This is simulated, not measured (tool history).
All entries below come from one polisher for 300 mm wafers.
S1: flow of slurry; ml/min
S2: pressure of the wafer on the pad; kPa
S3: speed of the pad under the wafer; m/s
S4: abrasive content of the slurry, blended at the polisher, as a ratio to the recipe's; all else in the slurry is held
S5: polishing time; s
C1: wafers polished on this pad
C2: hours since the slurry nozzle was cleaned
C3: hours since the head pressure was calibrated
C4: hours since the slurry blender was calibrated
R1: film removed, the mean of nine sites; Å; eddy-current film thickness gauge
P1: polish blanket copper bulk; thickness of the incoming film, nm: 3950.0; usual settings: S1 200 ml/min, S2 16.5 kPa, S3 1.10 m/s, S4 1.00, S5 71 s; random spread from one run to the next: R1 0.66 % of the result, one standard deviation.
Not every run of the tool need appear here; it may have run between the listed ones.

run	day	S1	S2	S3	S4	S5	C1	C2	C3	C4	R1
1	0.596	200	16.5	1.10	1.00	71	883	76.9	179.1	29.7	5525.0
2	1.062	200	16.5	1.10	1.00	71	1020	88.1	190.3	40.9	5551.8
3	1.642	200	16.5	1.10	1.00	109	1189	102.0	204.2	54.8	8348.9
4	2.021	200	16.5	1.10	1.35	71	1300	111.1	213.3	63.9	5887.2
5	2.538	200	24.8	1.10	1.00	71	1451	123.5	225.7	76.3	8240.5
6	3.179	120	16.5	1.10	1.00	71	1639	138.9	241.1	91.7	5024.5
7	3.708	200	16.5	1.10	1.00	71	1794	151.6	253.8	104.4	5477.7
8	4.192	200	9.0	1.10	1.00	71	1935	163.2	265.4	116.0	2984.6
9	4.571	200	16.5	1.10	1.00	42	2046	172.3	274.5	125.1	3288.8
10	4.875	200	16.5	1.10	1.00	71	2135	179.6	281.8	132.4	5506.7
# day 5.196: slurry blender recalibrated
11	5.317	200	16.5	0.78	0.55	71	2264	190.2	292.4	2.9	3441.6
12	5.762	200	16.5	1.52	1.00	71	2394	200.9	303.1	13.6	7624.8
13	6.117	200	16.5	0.68	1.00	71	2498	209.4	311.6	22.1	3407.2
14	6.462	305	16.5	1.10	1.00	71	2599	217.7	319.9	30.4	5736.9
15	6.925	200	16.5	1.10	0.70	71	2734	228.8	331.0	41.5	5149.9
16	7.350	200	16.5	1.10	1.00	71	2859	239.0	341.2	51.7	5531.7
17	8.000	200	16.5	1.10	1.00	71	3049	254.6	356.8	67.3	5327.6
18	8.667	200	16.5	1.10	1.00	71	3244	270.6	372.8	83.3	5310.4

Forecast run 19:
19	9.242	200	16.5	1.10	1.00	71	3412	284.4	386.6	97.1	?

R1: 5324.0 Å

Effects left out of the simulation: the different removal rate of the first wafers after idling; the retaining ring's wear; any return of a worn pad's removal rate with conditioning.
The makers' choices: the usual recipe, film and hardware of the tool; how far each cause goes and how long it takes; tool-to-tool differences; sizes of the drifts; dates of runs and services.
